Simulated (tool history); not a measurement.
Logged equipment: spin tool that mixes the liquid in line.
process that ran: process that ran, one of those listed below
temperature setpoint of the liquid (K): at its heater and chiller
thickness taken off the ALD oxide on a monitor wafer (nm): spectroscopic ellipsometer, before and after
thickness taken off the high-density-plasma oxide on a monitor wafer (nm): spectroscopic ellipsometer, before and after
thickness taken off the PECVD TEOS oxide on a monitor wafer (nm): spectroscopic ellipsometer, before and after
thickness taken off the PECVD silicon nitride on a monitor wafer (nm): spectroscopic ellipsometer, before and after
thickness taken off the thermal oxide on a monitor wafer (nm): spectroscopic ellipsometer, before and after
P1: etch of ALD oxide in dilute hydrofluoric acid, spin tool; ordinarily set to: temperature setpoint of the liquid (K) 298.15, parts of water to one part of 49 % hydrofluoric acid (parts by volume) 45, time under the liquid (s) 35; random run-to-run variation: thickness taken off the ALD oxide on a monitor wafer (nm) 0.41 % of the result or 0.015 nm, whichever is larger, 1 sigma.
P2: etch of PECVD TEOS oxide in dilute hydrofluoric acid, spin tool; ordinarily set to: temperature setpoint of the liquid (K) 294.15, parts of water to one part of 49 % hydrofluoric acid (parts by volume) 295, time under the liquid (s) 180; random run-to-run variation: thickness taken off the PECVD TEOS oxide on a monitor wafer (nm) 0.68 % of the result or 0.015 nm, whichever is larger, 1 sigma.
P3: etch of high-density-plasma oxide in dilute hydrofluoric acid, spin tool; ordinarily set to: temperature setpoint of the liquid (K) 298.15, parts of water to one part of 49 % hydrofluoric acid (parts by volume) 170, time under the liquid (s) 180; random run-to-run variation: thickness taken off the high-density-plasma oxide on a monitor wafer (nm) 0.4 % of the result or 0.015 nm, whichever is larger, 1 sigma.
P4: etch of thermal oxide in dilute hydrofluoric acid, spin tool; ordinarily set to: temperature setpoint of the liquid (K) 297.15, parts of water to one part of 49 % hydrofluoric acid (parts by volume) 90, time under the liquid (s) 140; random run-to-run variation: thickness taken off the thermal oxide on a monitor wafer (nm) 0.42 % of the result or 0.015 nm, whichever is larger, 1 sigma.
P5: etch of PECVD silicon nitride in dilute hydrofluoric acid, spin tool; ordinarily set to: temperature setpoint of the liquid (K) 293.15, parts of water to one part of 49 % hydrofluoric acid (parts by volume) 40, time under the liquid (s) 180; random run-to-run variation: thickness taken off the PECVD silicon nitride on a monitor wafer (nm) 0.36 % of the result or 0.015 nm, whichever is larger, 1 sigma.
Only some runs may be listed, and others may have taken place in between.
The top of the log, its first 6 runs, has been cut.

run,day,process that ran,temperature setpoint of the liquid (K),parts of water to one part of 49 % hydrofluoric acid (parts by volume),time under the liquid (s),thickness taken off the ALD oxide on a monitor wafer (nm),thickness taken off the high-density-plasma oxide on a monitor wafer (nm),thickness taken off the PECVD TEOS oxide on a monitor wafer (nm),thickness taken off the PECVD silicon nitride on a monitor wafer (nm),thickness taken off the thermal oxide on a monitor wafer (nm)
7,2.412,P1,298.15,45,35,8.5217,,,,
8,2.671,P5,293.15,40,180,,,,7.5378,
9,2.950,P2,302.15,295,180,,,5.1625,,
10,3.408,P5,293.15,40,180,,,,7.5697,
11,3.717,P3,298.15,170,180,,6.4689,,,
12,4.162,P1,302.65,45,35,10.2750,,,,
13,4.392,P4,297.15,90,140,,,,,7.5495
14,4.758,P1,298.15,45,55,13.4400,,,,
15,5.217,P4,297.15,90,140,,,,,7.5578
16,5.679,P4,293.65,90,140,,,,,6.5896
17,6.000,P1,298.15,45,35,8.5171,,,,
18,6.467,P1,298.15,30,35,13.0050,,,,
19,6.725,P5,293.15,40,350,,,,14.6640,
20,7.217,P1,298.15,70,35,5.3079,,,,
21,7.700,P1,298.15,45,35,8.5280,,,,
22,7.975,P3,298.15,170,365,,13.1660,,,
23,8.462,P5,290.15,40,180,,,,6.1156,
24,8.858,P4,297.15,20,140,,,,,37.3270
25,9.208,P3,298.15,40,180,,32.5130,,,
26,9.483,P5,293.15,20,180,,,,14.6320,
27,9.850,P1,293.15,45,35,6.9360,,,,

The next listed run, before its measurement:
28,10.325,P2,294.15,170,180,,,?,,

thickness taken off the PECVD TEOS oxide on a monitor wafer (nm): 7.7128

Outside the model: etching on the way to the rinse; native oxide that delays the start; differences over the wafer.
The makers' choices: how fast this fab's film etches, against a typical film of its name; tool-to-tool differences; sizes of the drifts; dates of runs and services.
